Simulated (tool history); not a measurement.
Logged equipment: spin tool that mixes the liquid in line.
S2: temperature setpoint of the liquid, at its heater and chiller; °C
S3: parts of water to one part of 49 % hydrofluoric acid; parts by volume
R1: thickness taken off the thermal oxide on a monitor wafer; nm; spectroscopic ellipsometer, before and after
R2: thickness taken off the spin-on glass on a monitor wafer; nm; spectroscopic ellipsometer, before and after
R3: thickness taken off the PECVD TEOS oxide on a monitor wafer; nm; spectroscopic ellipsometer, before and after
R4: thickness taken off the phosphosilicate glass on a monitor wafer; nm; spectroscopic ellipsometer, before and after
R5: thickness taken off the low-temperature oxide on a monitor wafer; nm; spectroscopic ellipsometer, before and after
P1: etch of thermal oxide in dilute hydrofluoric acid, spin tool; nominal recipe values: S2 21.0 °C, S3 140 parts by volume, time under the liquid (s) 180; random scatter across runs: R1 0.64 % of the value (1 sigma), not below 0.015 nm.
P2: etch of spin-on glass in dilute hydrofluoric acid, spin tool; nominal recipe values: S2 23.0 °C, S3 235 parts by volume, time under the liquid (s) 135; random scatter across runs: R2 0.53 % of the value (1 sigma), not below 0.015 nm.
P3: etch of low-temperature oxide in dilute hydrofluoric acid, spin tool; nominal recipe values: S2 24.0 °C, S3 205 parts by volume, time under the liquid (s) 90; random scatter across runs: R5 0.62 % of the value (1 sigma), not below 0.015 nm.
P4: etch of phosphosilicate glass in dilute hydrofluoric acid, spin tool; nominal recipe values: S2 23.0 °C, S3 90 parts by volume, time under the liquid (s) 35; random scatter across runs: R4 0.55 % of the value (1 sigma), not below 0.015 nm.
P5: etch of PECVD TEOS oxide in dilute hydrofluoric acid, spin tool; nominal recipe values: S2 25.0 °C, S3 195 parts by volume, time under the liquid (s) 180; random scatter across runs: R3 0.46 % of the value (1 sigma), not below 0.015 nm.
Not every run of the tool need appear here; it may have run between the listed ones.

run 1 hour=7.1 | process_that_ran=P1 S2=21.0 S3=140 time_under_the_liquid_(s)=180 | R1=4.97640
run 2 hour=13.4 | process_that_ran=P1 S2=21.0 S3=140 time_under_the_liquid_(s)=180 | R1=5.02460
run 3 hour=21.0 | process_that_ran=P2 S2=23.0 S3=235 time_under_the_liquid_(s)=135 | R2=9.7061
run 4 hour=33.5 | process_that_ran=P2 S2=23.0 S3=90 time_under_the_liquid_(s)=135 | R2=29.4780
run 5 hour=40.7 | process_that_ran=P1 S2=21.0 S3=140 time_under_the_liquid_(s)=180 | R1=5.05730
run 6 hour=47.6 | process_that_ran=P5 S2=25.0 S3=35 time_under_the_liquid_(s)=180 | R3=90.5670
run 7 hour=55.2 | process_that_ran=P4 S2=23.0 S3=90 time_under_the_liquid_(s)=35 | R4=38.644
run 8 hour=69.7 | process_that_ran=P1 S2=21.0 S3=140 time_under_the_liquid_(s)=180 | R1=5.01140
run 9 hour=78.7 | process_that_ran=P5 S2=18.5 S3=195 time_under_the_liquid_(s)=180 | R3=10.3700
run 10 hour=92.1 | process_that_ran=P2 S2=17.5 S3=235 time_under_the_liquid_(s)=135 | R2=7.9339
run 11 hour=102.1 | process_that_ran=P5 S2=25.0 S3=195 time_under_the_liquid_(s)=15 | R3=1.1447
run 12 hour=113.3 | process_that_ran=P3 S2=24.0 S3=205 time_under_the_liquid_(s)=90 | R5=4.0741
run 13 hour=126.3 | process_that_ran=P1 S2=28.5 S3=140 time_under_the_liquid_(s)=180 | R1=6.64260
run 14 hour=137.2 | process_that_ran=P1 S2=21.0 S3=80 time_under_the_liquid_(s)=180 | R1=9.31030
run 15 hour=145.3 | process_that_ran=P1 S2=21.0 S3=240 time_under_the_liquid_(s)=180 | R1=2.61230
run 16 hour=154.4 | process_that_ran=P1 S2=21.0 S3=140 time_under_the_liquid_(s)=30 | R1=0.82775
run 17 hour=162.5 | process_that_ran=P1 S2=17.0 S3=95 time_under_the_liquid_(s)=180 | R1=6.54840
run 18 hour=173.3 | process_that_ran=P3 S2=32.0 S3=205 time_under_the_liquid_(s)=90 | R5=5.4753
run 19 hour=186.5 | process_that_ran=P2 S2=23.0 S3=235 time_under_the_liquid_(s)=25 | R2=1.7818
run 20 hour=194.0 | process_that_ran=P1 S2=21.0 S3=140 time_under_the_liquid_(s)=355 | R1=9.81160
run 21 hour=201.9 | process_that_ran=P3 S2=24.0 S3=205 time_under_the_liquid_(s)=135 | R5=6.0953
run 22 hour=213.8 | process_that_ran=P4 S2=23.0 S3=50 time_under_the_liquid_(s)=35 | R4=73.924
run 23 hour=226.2 | process_that_ran=P5 S2=25.0 S3=195 time_under_the_liquid_(s)=180 | R3=13.2950
run 24 hour=236.2 | process_that_ran=P3 S2=24.0 S3=365 time_under_the_liquid_(s)=90 | R5=1.9516
run 25 hour=244.4 | process_that_ran=P2 S2=23.0 S3=235 time_under_the_liquid_(s)=135 | R2=9.7086
run 26 hour=257.3 | process_that_ran=P1 S2=17.0 S3=140 time_under_the_liquid_(s)=180 | R1=4.25150
run 27 hour=270.2 | process_that_ran=P1 S2=21.0 S3=190 time_under_the_liquid_(s)=295 | R1=5.77270
run 28 hour=284.6 | process_that_ran=P5 S2=25.0 S3=195 time_under_the_liquid_(s)=180 | R3=13.3630
run 29 hour=294.0 | process_that_ran=P4 S2=23.0 S3=90 time_under_the_liquid_(s)=15 | R4=16.671

For run 30, what comes out?
run 30 hour=302.5 | process_that_ran=P4 S2=31.0 S3=90 time_under_the_liquid_(s)=35 | R4=?

Run 30 came out at R4 52.629 nm.
